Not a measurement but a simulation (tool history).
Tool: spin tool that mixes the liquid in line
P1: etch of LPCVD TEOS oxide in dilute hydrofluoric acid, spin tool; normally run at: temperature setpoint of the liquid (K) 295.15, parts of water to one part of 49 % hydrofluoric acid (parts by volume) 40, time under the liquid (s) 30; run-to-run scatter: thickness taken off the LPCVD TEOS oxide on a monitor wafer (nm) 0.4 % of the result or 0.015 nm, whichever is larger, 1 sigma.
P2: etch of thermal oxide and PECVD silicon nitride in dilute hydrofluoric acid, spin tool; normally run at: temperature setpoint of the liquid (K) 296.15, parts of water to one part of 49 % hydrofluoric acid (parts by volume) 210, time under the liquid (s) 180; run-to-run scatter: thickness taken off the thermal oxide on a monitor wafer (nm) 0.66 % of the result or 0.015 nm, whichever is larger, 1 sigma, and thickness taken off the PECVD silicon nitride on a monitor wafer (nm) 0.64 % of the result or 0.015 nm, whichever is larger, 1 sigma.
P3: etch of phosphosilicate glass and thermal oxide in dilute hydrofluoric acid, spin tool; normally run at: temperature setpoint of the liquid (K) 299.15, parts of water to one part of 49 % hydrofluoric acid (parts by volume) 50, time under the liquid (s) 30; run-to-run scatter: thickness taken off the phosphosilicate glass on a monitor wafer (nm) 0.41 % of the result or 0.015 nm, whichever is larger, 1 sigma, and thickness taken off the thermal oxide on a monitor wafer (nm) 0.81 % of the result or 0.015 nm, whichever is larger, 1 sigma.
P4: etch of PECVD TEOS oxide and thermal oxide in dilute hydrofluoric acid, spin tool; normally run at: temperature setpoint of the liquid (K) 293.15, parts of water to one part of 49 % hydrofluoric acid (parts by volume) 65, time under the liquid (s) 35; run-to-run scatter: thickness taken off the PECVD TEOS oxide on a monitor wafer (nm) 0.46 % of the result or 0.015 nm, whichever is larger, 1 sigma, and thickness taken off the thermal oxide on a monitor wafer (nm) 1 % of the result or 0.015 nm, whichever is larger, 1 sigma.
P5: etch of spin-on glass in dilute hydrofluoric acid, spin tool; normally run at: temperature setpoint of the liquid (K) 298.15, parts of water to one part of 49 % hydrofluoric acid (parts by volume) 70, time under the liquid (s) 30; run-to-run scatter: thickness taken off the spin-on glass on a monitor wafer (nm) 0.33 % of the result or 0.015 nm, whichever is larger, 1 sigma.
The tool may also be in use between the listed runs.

run   hour  process that ran  temperature setpoint of the liquid (K)  parts of water to one part of 49 % hydrofluoric acid (parts by volume)  time under the liquid (s)  hours since the thermometer was replaced  hours since the hydrofluoric acid flow meter was replaced  thickness taken off the LPCVD TEOS oxide on a monitor wafer (nm)  thickness taken off the thermal oxide on a monitor wafer (nm)  thickness taken off the PECVD silicon nitride on a monitor wafer (nm)  thickness taken off the phosphosilicate glass on a monitor wafer (nm)  thickness taken off the spin-on glass on a monitor wafer (nm)  thickness taken off the PECVD TEOS oxide on a monitor wafer (nm)
  1   11.7                P1                                  295.15                                                                      40                         30                                     611.0                                                      105.5                                                           12.6330
  2   23.5                P2                                  296.15                                                                      80                        180                                     622.8                                                      117.3                                                                                                                          10.7850                                                                 8.3332
  3   34.7                P1                                  295.15                                                                      60                         60                                     634.0                                                      128.5                                                           16.4220
  4   42.5                P3                                  299.15                                                                      50                         30                                     641.8                                                      136.3                                                                                                                           3.1225                                                                                                                                        55.552
  5   53.7                P5                                  298.15                                                                      70                         30                                     653.0                                                      147.5                                                                                                                                                                                                                                                                                                                                       12.7270
  6   59.8                P2                                  296.15                                                                     210                        340                                     659.1                                                      153.6                                                                                                                           6.7135                                                                 6.0383
  7   66.0                P5                                  306.15                                                                      70                         30                                     665.3                                                      159.8                                                                                                                                                                                                                                                                                                                                       17.4510
  8   77.3                P1                                  302.65                                                                      40                         30                                     676.6                                                      171.1                                                           17.2040
  9   83.4                P1                                  290.15                                                                      40                         30                                     682.7                                                      177.2                                                           10.1440
 10   91.5                P5                                  298.15                                                                      20                         30                                     690.8                                                      185.3                                                                                                                                                                                                                                                                                                                                       47.8110
 11  102.0                P1                                  295.15                                                                      65                         30                                     701.3                                                      195.8                                                            7.5654
 12  112.8                P1                                  295.15                                                                      40                         15                                     712.1                                                      206.6                                                            6.3305
 13  120.6                P4                                  293.15                                                                      65                         65                                     719.9                                                      214.4                                                                                                                           4.2641                                                                                                                                                                                                                                                                         17.039
 14  132.8                P3                                  299.15                                                                      50                         30                                     732.1                                                      226.6                                                                                                                           3.1699                                                                                                                                        55.378
 15  138.8                P1                                  295.15                                                                      40                         30                                     738.1                                                      232.6                                                           12.5780
 16  151.2                P1                                  295.15                                                                      40                         30                                     750.5                                                      245.0                                                           12.7170
 17  162.6                P3                                  307.15                                                                      50                         30                                     761.9                                                      256.4                                                                                                                           4.3480                                                                                                                                        76.027
 18  169.4                P2                                  290.15                                                                     210                        180                                     768.7                                                      263.2                                                                                                                           2.8251                                                                 2.1422
 19  176.0                P3                                  299.15                                                                      50                         50                                     775.3                                                      269.8                                                                                                                           5.3407                                                                                                                                        92.162
 20  188.0                P1                                  299.65                                                                      25                         30                                     787.3                                                      281.8                                                           24.7380
 21  196.2                P3                                  299.15                                                                      25                         30                                     795.5                                                      290.0                                                                                                                           6.5035                                                                                                                                       115.190
 22  203.1                P1                                  295.15                                                                      40                         50                                     802.4                                                      296.9                                                           21.0360
 23  209.3                P5                                  298.15                                                                      70                         30                                     808.6                                                      303.1                                                                                                                                                                                                                                                                                                                                       12.8830
 24  220.6                P1                                  295.15                                                                      40                         30                                     819.9                                                      314.4                                                           12.6030
 25  229.3                P4                                  301.15                                                                      65                         35                                     828.6                                                      323.1                                                                                                                           3.2841                                                                                                                                                                                                                                                                         12.605
 26  236.1                P1                                  295.15                                                                      40                         30                                     835.4                                                      329.9                                                           12.6470
 27  244.7                P2                                  296.15                                                                     210                        180                                     844.0                                                      338.5                                                                                                                           3.5522                                                                 3.2029
 28  251.2                P5                                  298.15                                                                      70                         15                                     850.5                                                      345.0                                                                                                                                                                                                                                                                                                                                        6.3768
     257.2  -- thermometer replaced
 29  260.1                P1                                  295.15                                                                      40                         30                                       3.0                                                      353.9                                                           12.6620
 30  268.0                P4                                  293.15                                                                      65                         35                                      10.9                                                      361.8                                                                                                                           2.3347                                                                                                                                                                                                                                                                          9.190
 31  276.3                P1                                  295.15                                                                      20                         30                                      19.2                                                      370.1                                                           25.8190
 32  283.1                P4                                  293.15                                                                      35                         35                                      26.0                                                      376.9                                                                                                                           4.4231                                                                                                                                                                                                                                                                         17.611
 33  294.7                P2                                  296.15                                                                     210                        180                                      37.6                                                      388.5                                                                                                                           3.4979                                                                 3.2029
 34  300.1                P1                                  295.15                                                                      40                         30                                      43.0                                                      393.9                                                           12.7040
 35  308.7                P1                                  295.15                                                                      40                         30                                      51.6                                                      402.5                                                           12.2530
 36  315.5                P1                                  295.15                                                                      40                         30                                      58.4                                                      409.3                                                           12.1770
 37  321.1                P1                                  295.15                                                                      40                         30                                      64.0                                                      414.9                                                           12.0130
 38  333.0                P1                                  295.15                                                                      40                         30                                      75.9                                                      426.8                                                           11.8910
 39  340.6                P1                                  295.15                                                                      40                         30                                      83.5                                                      434.4                                                           11.7690
 40  352.4                P1                                  295.15                                                                      40                         30                                      95.3                                                      446.2                                                           11.6520
 41  360.1                P1                                  295.15                                                                      40                         30                                     103.0                                                      453.9                                                           11.7210
 42  368.7                P1                                  295.15                                                                      40                         30                                     111.6                                                      462.5                                                           11.6610
 43  381.1                P1                                  295.15                                                                      40                         30                                     124.0                                                      474.9                                                           11.6580

What P1 gives has crept away from where it was. These 2 causes fit the log equally well, each at the size given:
A: liquid colder than its thermometer reads (K) = 1.78
B: hydrofluoric acid flow below the setpoint (%) = 6.9
The creep began at about hour 300.1.

4 check runs are offered, one wafer each, their results left as question marks. Which one tells the causes apart?
check 1  393.5                P3                                  306.65                                                                      50                         30                                                                                                                                                                                                                                     ?                                                                                                                                             ?
check 2  393.5                P2                                  296.15                                                                     125                        335                                                                                                                                                                                                                                     ?                                                                      ?
check 3  393.5                P4                                  297.65                                                                      65                         60                                                                                                                                                                                                                                     ?                                                                                                                                                                                                                                                                              ?
check 4  393.5                P5                                  298.15                                                                      25                         30                                                                                                                                                                                                                                                                                                                                                                                                                                                  ?

What each check would give under each cause:
  check                                                                 result     if A     if B
check 1          thickness taken off the thermal oxide on a monitor wafer (nm)   3.9840   3.9469
check 1  thickness taken off the phosphosilicate glass on a monitor wafer (nm)   69.853   69.202
check 2          thickness taken off the thermal oxide on a monitor wafer (nm)  11.2350  11.1050
check 2  thickness taken off the PECVD silicon nitride on a monitor wafer (nm)   8.8065   9.2349
check 3          thickness taken off the thermal oxide on a monitor wafer (nm)   4.4824   4.4591
check 3       thickness taken off the PECVD TEOS oxide on a monitor wafer (nm)   17.584   17.493
check 4          thickness taken off the spin-on glass on a monitor wafer (nm)  35.2590  35.2870
How far apart the two closest causes lie, in the result that separates them most: check 1 0.94 %; check 2 4.75 %; check 3 0.52 %; check 4 0.08 %
Check 2 tells the causes apart: in the others they would give nearly the same result.

Then check 2 was run and gave: thickness taken off the thermal oxide on a monitor wafer (nm) 11.2830; thickness taken off the PECVD silicon nitride on a monitor wafer (nm) 8.8039. Which cause is it?

It is A: liquid colder than its thermometer reads (K).
